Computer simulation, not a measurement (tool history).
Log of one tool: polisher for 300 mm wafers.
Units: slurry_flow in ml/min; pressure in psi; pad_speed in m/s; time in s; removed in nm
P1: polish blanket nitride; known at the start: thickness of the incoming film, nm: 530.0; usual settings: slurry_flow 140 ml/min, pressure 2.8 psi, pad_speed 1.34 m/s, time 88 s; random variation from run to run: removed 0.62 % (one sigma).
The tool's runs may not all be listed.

run	hour	slurry_flow	pressure	pad_speed	time	wafers polished on this pad	hours since the slurry nozzle was cleaned	hours since the head pressure was calibrated	removed
1	10.3	140	2.8	1.34	88	269	263.1	744.0	154.82
2	20.0	140	2.8	1.34	88	343	272.8	753.7	154.67
3	27.6	140	2.8	1.34	88	401	280.4	761.3	153.93
4	38.2	140	2.8	1.34	88	482	291.0	771.9	153.68
5	50.4	140	2.8	0.90	88	575	303.2	784.1	111.56
6	58.5	140	2.8	1.34	88	637	311.3	792.2	155.26
7	70.7	140	4.4	1.34	88	730	323.5	804.4	242.79
8	81.0	140	2.8	1.34	88	809	333.8	814.7	154.47
9	96.8	200	2.8	1.34	88	930	349.6	830.5	162.86
10	111.5	140	2.8	1.34	139	1042	364.3	845.2	244.18
11	121.4	140	2.8	0.94	120	1118	374.2	855.1	158.14
12	129.6	85	2.8	1.34	88	1181	382.4	863.3	137.76
13	142.9	140	2.8	1.34	64	1282	395.7	876.6	113.02
# hour 143.6: slurry nozzle cleaned
14	155.3	140	2.8	2.10	88	1377	11.7	889.0	220.47
15	167.2	140	2.8	1.34	88	1468	23.6	900.9	153.44
16	175.0	140	2.0	1.34	88	1528	31.4	908.7	111.78
17	187.7	140	2.8	1.34	88	1625	44.1	921.4	153.42
18	195.4	140	2.8	1.34	88	1684	51.8	929.1	151.30
19	204.3	140	2.8	1.34	88	1752	60.7	938.0	148.26
20	212.0	140	2.8	1.34	88	1811	68.4	945.7	148.64
21	225.9	140	2.8	1.34	88	1917	82.3	959.6	144.37
22	238.1	140	2.8	1.34	88	2010	94.5	971.8	143.37
# hour 244.7: head pressure recalibrated
23	253.5	140	2.8	1.34	88	2128	109.9	8.9	142.27
24	268.3	140	2.8	1.34	88	2241	124.7	23.7	142.42
25	284.2	140	2.8	1.34	88	2363	140.6	39.6	139.77
26	292.8	140	2.8	1.34	88	2428	149.2	48.2	138.25
27	304.5	140	2.8	1.34	88	2518	160.9	59.9	139.43
28	319.9	140	2.8	1.34	88	2635	176.3	75.3	138.36

What P1 gives has crept away from where it was. These 2 causes fit the log equally well, each at the size given:
A: removal rate lost through wear of the pad, % = 9.85
B: slurry flow missing at the pad, % = 36.5
The creep began at about hour 187.7.
Why every other cause is out:
head's pressure below its setpoint, %: serviced at hour 244.7, which brought nothing back

4 check runs are offered, each on 3 wafers whose results are averaged, their results left as question marks. Which one tells the causes apart?
check 1	335.3	140	2.8	2.00	136				?
check 2	335.3	140	4.4	1.34	88				?
check 3	335.3	140	2.8	2.08	125				?
check 4	335.3	200	4.1	1.34	88				?

What each check would give under each cause:
check	result	if A	if B
check 1	removed	296.08	296.08
check 2	removed	218.52	218.53
check 3	removed	280.80	280.81
check 4	removed	215.39	221.66
How far apart the two closest causes lie, in the result that separates them most: check 1 0 %; check 2 0 %; check 3 0 %; check 4 2.87 %
Only check 4 tells the causes apart: in the others they would give nearly the same result.

Check 4 was then run and gave: removed 221.45 nm. Which cause is it?

It is B: slurry flow missing at the pad, %.
